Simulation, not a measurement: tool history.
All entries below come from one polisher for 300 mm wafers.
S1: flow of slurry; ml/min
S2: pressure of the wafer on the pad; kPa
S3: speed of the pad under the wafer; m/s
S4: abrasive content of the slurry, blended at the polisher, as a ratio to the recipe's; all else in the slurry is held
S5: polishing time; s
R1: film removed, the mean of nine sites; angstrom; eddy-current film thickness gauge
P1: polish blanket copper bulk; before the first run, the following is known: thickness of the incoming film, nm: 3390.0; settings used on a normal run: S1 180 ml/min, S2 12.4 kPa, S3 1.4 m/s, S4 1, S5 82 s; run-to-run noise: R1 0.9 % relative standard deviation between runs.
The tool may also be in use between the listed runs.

run	day	S1	S2	S3	S4	S5	R1
1	0.654	180	12.4	1.4	1	82	8019.1
2	1.158	135	12.4	1.4	1	107	9759.3
3	1.462	110	12.4	1.4	1	82	7180.5
4	1.896	180	12.4	0.84	1	82	4755.8
5	2.325	180	12.4	1.4	1	82	7866.2
6	2.808	180	12.4	0.9	1	118	7341.2
7	3.15	180	12.4	1.4	0.5	82	6919.3
8	3.592	180	12.4	1.4	1	52	5060.2
9	3.921	180	12.4	1.4	1.5	82	8805.6
10	4.225	180	12.4	1.94	1	82	10963
11	4.558	180	17.2	1.4	1	82	11170
12	5.008	180	12.4	1.4	1	82	8029
13	5.3	180	12.4	1.4	1	124	11834
14	5.658	180	12.4	1.4	1	82	7795.3
15	6	180	12.4	1.4	1	82	7942.6
16	6.321	180	8.3	1.4	1	82	5250.8
17	6.825	110	12.4	1.84	1	82	9600.4
18	7.333	270	12.4	1.4	1	82	8421.4
19	7.671	180	12.4	1.4	1	82	7993.4
20	8.188	180	12.4	1.4	1	82	7886.4
21	8.588	180	12.4	1.4	1	82	7709.3
22	9.158	180	12.4	1.4	1	82	7528
# day 9.267: head pressure recalibrated
23	9.612	180	12.4	1.4	1	82	7320.2
# day 10.025: slurry blender recalibrated
24	10.138	180	12.4	1.4	1	82	7410.2
25	10.771	180	12.4	1.4	1	82	7473.5
26	11.062	180	12.4	1.4	1	82	7364.3

P1 no longer gives what it gave before; its output has crept away from where it was. The following 2 causes, each at its listed size, fit the log equally well:
A: removal rate lost through wear of the pad, % = 7.05
B: slurry flow missing at the pad, % = 33.9
Onset of the creep was near day 8.188.
What rules out each remaining cause:
head's pressure below its setpoint, %: serviced at day 9.267, after the drift had started, without restoring the earlier output
abrasive missing from the slurry, %: serviced at day 10.025, after the drift had started, without restoring the earlier output

Consider the 4 check runs below, whose results appear as question marks and each of which averages 3 wafers. Which one distinguishes the causes, in that each cause would give it a clearly different result?
check 1	11.354	110	12.4	1	1	82	?
check 2	11.354	180	12.4	1.4	0.65	82	?
check 3	11.354	180	12.4	1.9	1	82	?
check 4	11.354	180	12.4	1.4	1	54	?

Predicted outcomes, by check and by cause:
check	result	if A	if B
check 1	R1	4799.6	4607.7
check 2	R1	6723.9	6722.7
check 3	R1	9983.8	9982.1
check 4	R1	4844.5	4843.7
Distance between the nearest two causes, measured in the result of the check that separates them most: check 1 4.08 %; check 2 0.02 %; check 3 0.02 %; check 4 0.02 %
Only in check 1 would the causes give clearly different results; in the remaining checks their results would be nearly the same.

Check 1 has now been run. It gave: R1 4840.3 angstrom. Which of the candidate causes is it?

A is the cause: removal rate lost through wear of the pad, %.

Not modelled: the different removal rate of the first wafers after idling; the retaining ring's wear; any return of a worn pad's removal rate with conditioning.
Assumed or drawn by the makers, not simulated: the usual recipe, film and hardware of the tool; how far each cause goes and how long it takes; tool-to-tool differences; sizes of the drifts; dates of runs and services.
